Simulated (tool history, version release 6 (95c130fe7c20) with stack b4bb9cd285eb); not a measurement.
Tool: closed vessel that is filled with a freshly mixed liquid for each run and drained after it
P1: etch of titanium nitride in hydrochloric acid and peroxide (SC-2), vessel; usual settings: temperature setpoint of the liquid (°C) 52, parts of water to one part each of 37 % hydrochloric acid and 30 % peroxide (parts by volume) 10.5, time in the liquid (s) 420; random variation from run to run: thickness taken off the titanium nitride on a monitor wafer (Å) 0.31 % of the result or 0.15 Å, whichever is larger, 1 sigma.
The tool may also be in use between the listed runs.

run    day  temperature setpoint of the liquid (°C)  parts of water to one part each of 37 % hydrochloric acid and 30 % peroxide (parts by volume)  time in the liquid (s)  thickness taken off the titanium nitride on a monitor wafer (Å)
  1  0.492                                       52                                                                                           10.5                     420                                                           154.23
  2  0.983                                       52                                                                                           10.5                     420                                                           153.59
  3  1.354                                       52                                                                                             18                     420                                                           96.488
  4  1.604                                       62                                                                                             15                     420                                                           214.61
  5  1.929                                       39                                                                                              6                     420                                                           98.955
  6  2.262                                       52                                                                                           10.5                     420                                                           154.31
  7  2.546                                       52                                                                                           10.5                     420                                                           154.56
  8      3                                       52                                                                                           10.5                     815                                                           300.05
  9  3.446                                       43                                                                                              4                     420                                                            175.3
 10    3.7                                       52                                                                                           10.5                     420                                                           154.39
 11  4.046                                       65                                                                                           10.5                     420                                                            350.8
 12  4.504                                     37.5                                                                                           10.5                     420                                                           56.498
 13  4.917                                       52                                                                                           10.5                     180                                                           66.585
 14  5.404                                       52                                                                                              4                     420                                                           321.35
 15  5.638                                       52                                                                                           10.5                     420                                                           154.44
 16  5.979                                       52                                                                                           10.5                     420                                                           154.73
 17  6.208                                       52                                                                                           10.5                     420                                                           158.44
 18  6.671                                       52                                                                                           10.5                     420                                                           161.31
 19  7.133                                       52                                                                                           10.5                     420                                                           165.45
 20  7.371                                       52                                                                                           10.5                     420                                                           164.37
 21  7.592                                       52                                                                                           10.5                     420                                                           166.54
 22  7.854                                       52                                                                                           10.5                     420                                                           166.28
 23  8.354                                       52                                                                                           10.5                     420                                                           167.32
 24  8.588                                       52                                                                                           10.5                     420                                                           167.93
 25  8.875                                       52                                                                                           10.5                     420                                                           167.99
 26    9.2                                       52                                                                                           10.5                     420                                                           168.18
 27  9.562                                       52                                                                                           10.5                     420                                                           166.94

What P1 gives has crept away from where it was. These 2 causes fit the log equally well, each at the size given:
A: chemicals flow above the setpoint (%) = 10.8
B: liquid hotter than its thermometer reads (K) = 1.31
The creep began at about day 5.979.
Why every other cause is out:
peroxide weaker than its label (%): at most 8, which would move thickness taken off the titanium nitride on a monitor wafer (Å) by -7.4 %: too little, or the wrong way

4 check runs are offered, one wafer each, their results left as question marks. Which one tells the causes apart?
check 1  9.925                                     39.5                                                                                              4                     420                                                                ?
check 2  9.925                                       61                                                                                           10.5                     420                                                                ?
check 3  9.925                                       52                                                                                            7.5                     420                                                                ?
check 4  9.925                                     62.5                                                                                           10.5                     420                                                                ?

What each check would give under each cause:
  check                                                           result    if A    if B
check 1  thickness taken off the titanium nitride on a monitor wafer (Å)  146.03  149.83
check 2  thickness taken off the titanium nitride on a monitor wafer (Å)  299.14  297.94
check 3  thickness taken off the titanium nitride on a monitor wafer (Å)  219.92  221.21
check 4  thickness taken off the titanium nitride on a monitor wafer (Å)  328.33  326.78
How far apart the two closest causes lie, in the result that separates them most: check 1 2.57 %; check 2 0.4 %; check 3 0.59 %; check 4 0.47 %
Check 1 tells the causes apart: in the others they would give nearly the same result.

Check 1 was then run and gave: thickness taken off the titanium nitride on a monitor wafer (Å) 145.26. Which cause is it?

It is A: chemicals flow above the setpoint (%).
